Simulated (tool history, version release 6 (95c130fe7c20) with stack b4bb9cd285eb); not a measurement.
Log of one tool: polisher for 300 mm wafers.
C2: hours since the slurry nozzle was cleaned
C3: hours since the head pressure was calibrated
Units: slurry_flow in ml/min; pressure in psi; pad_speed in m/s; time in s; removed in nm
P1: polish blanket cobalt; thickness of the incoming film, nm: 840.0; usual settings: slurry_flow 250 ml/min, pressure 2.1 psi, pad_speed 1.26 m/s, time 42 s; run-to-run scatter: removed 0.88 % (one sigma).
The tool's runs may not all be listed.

{"run": 1, "hour": 7.1, "slurry_flow": 250, "pressure": 2.1, "pad_speed": 1.26, "time": 42, "wafers polished on this pad": 503, "C2": 190, "C3": 817, "removed": 321.14}
{"run": 2, "hour": 14.7, "slurry_flow": 250, "pressure": 2.1, "pad_speed": 1.8, "time": 42, "wafers polished on this pad": 634, "C2": 197.6, "C3": 824.6, "removed": 460.56}
{"run": 3, "hour": 21.7, "slurry_flow": 250, "pressure": 3.2, "pad_speed": 1.26, "time": 42, "wafers polished on this pad": 755, "C2": 204.6, "C3": 831.6, "removed": 485.53}
{"run": 4, "hour": 27.3, "slurry_flow": 250, "pressure": 2.1, "pad_speed": 1.26, "time": 54, "wafers polished on this pad": 851, "C2": 210.2, "C3": 837.2, "removed": 414.01}
{"run": 5, "hour": 34.2, "slurry_flow": 250, "pressure": 2.1, "pad_speed": 1.26, "time": 42, "wafers polished on this pad": 970, "C2": 217.1, "C3": 844.1, "removed": 325.74}
{"run": 6, "hour": 42.0, "slurry_flow": 250, "pressure": 2.1, "pad_speed": 1.26, "time": 23, "wafers polished on this pad": 1104, "C2": 224.9, "C3": 851.9, "removed": 176.58}
{"run": 7, "hour": 45.8, "slurry_flow": 150, "pressure": 2.1, "pad_speed": 1.26, "time": 42, "wafers polished on this pad": 1170, "C2": 228.7, "C3": 855.7, "removed": 305.25}
{"run": 8, "hour": 52.2, "slurry_flow": 250, "pressure": 1, "pad_speed": 1.26, "time": 42, "wafers polished on this pad": 1280, "C2": 235.1, "C3": 862.1, "removed": 154.26}
{"run": 9, "hour": 58.5, "slurry_flow": 250, "pressure": 2.1, "pad_speed": 1.26, "time": 42, "wafers polished on this pad": 1389, "C2": 241.4, "C3": 868.4, "removed": 321.49}
{"run": 10, "hour": 63.7, "slurry_flow": 250, "pressure": 2.1, "pad_speed": 1.26, "time": 42, "wafers polished on this pad": 1478, "C2": 246.6, "C3": 873.6, "removed": 323.61}
{"run": 11, "hour": 69.2, "slurry_flow": 250, "pressure": 2.1, "pad_speed": 1.26, "time": 42, "wafers polished on this pad": 1573, "C2": 252.1, "C3": 879.1, "removed": 329.14}
{"run": 12, "hour": 76.8, "slurry_flow": 250, "pressure": 2.1, "pad_speed": 0.9, "time": 42, "wafers polished on this pad": 1704, "C2": 259.7, "C3": 886.7, "removed": 232.62}
{"run": 13, "hour": 84.4, "slurry_flow": 325, "pressure": 2.1, "pad_speed": 0.58, "time": 42, "wafers polished on this pad": 1835, "C2": 267.3, "C3": 894.3, "removed": 155.02}
{"hour": 90.2, "done": "worn pad replaced by a new one"}
{"run": 14, "hour": 90.2, "slurry_flow": 335, "pressure": 2.1, "pad_speed": 1.26, "time": 42, "wafers polished on this pad": 1, "C2": 273.1, "C3": 900.1, "removed": 336.74}
{"hour": 94.0, "done": "head pressure recalibrated"}
{"run": 15, "hour": 94.9, "slurry_flow": 250, "pressure": 2.1, "pad_speed": 1.26, "time": 42, "wafers polished on this pad": 81, "C2": 277.8, "C3": 0.9, "removed": 328.49}
{"run": 16, "hour": 102.3, "slurry_flow": 250, "pressure": 2.1, "pad_speed": 1.26, "time": 42, "wafers polished on this pad": 209, "C2": 285.2, "C3": 8.3, "removed": 323.68}
{"run": 17, "hour": 110.2, "slurry_flow": 250, "pressure": 2.1, "pad_speed": 1.26, "time": 42, "wafers polished on this pad": 345, "C2": 293.1, "C3": 16.2, "removed": 329.59}
{"run": 18, "hour": 114.9, "slurry_flow": 250, "pressure": 2.1, "pad_speed": 1.26, "time": 42, "wafers polished on this pad": 426, "C2": 297.8, "C3": 20.9, "removed": 318.85}
{"run": 19, "hour": 122.3, "slurry_flow": 250, "pressure": 2.1, "pad_speed": 1.26, "time": 42, "wafers polished on this pad": 554, "C2": 305.2, "C3": 28.3, "removed": 314.66}
{"run": 20, "hour": 128.4, "slurry_flow": 250, "pressure": 2.1, "pad_speed": 1.26, "time": 42, "wafers polished on this pad": 659, "C2": 311.3, "C3": 34.4, "removed": 311.35}
{"run": 21, "hour": 135.1, "slurry_flow": 250, "pressure": 2.1, "pad_speed": 1.26, "time": 42, "wafers polished on this pad": 774, "C2": 318, "C3": 41.1, "removed": 310.66}
{"run": 22, "hour": 138.8, "slurry_flow": 250, "pressure": 2.1, "pad_speed": 1.26, "time": 42, "wafers polished on this pad": 838, "C2": 321.7, "C3": 44.8, "removed": 307.47}
{"run": 23, "hour": 146.0, "slurry_flow": 250, "pressure": 2.1, "pad_speed": 1.26, "time": 42, "wafers polished on this pad": 962, "C2": 328.9, "C3": 52, "removed": 306.6}
{"hour": 151.6, "done": "worn pad replaced by a new one"}
{"run": 24, "hour": 153.4, "slurry_flow": 250, "pressure": 2.1, "pad_speed": 1.26, "time": 42, "wafers polished on this pad": 32, "C2": 336.3, "C3": 59.4, "removed": 304.77}
{"run": 25, "hour": 159.4, "slurry_flow": 250, "pressure": 2.1, "pad_speed": 1.26, "time": 42, "wafers polished on this pad": 135, "C2": 342.3, "C3": 65.4, "removed": 308.57}
{"run": 26, "hour": 164.1, "slurry_flow": 250, "pressure": 2.1, "pad_speed": 1.26, "time": 42, "wafers polished on this pad": 216, "C2": 347, "C3": 70.1, "removed": 300.11}

Forecast run 27:
{"run": 27, "hour": 168.4, "slurry_flow": 250, "pressure": 2.1, "pad_speed": 1.26, "time": 42, "wafers polished on this pad": 290, "C2": 351.3, "C3": 74.4, "removed": "?"}

{"run 27": {"removed": 307.42}}

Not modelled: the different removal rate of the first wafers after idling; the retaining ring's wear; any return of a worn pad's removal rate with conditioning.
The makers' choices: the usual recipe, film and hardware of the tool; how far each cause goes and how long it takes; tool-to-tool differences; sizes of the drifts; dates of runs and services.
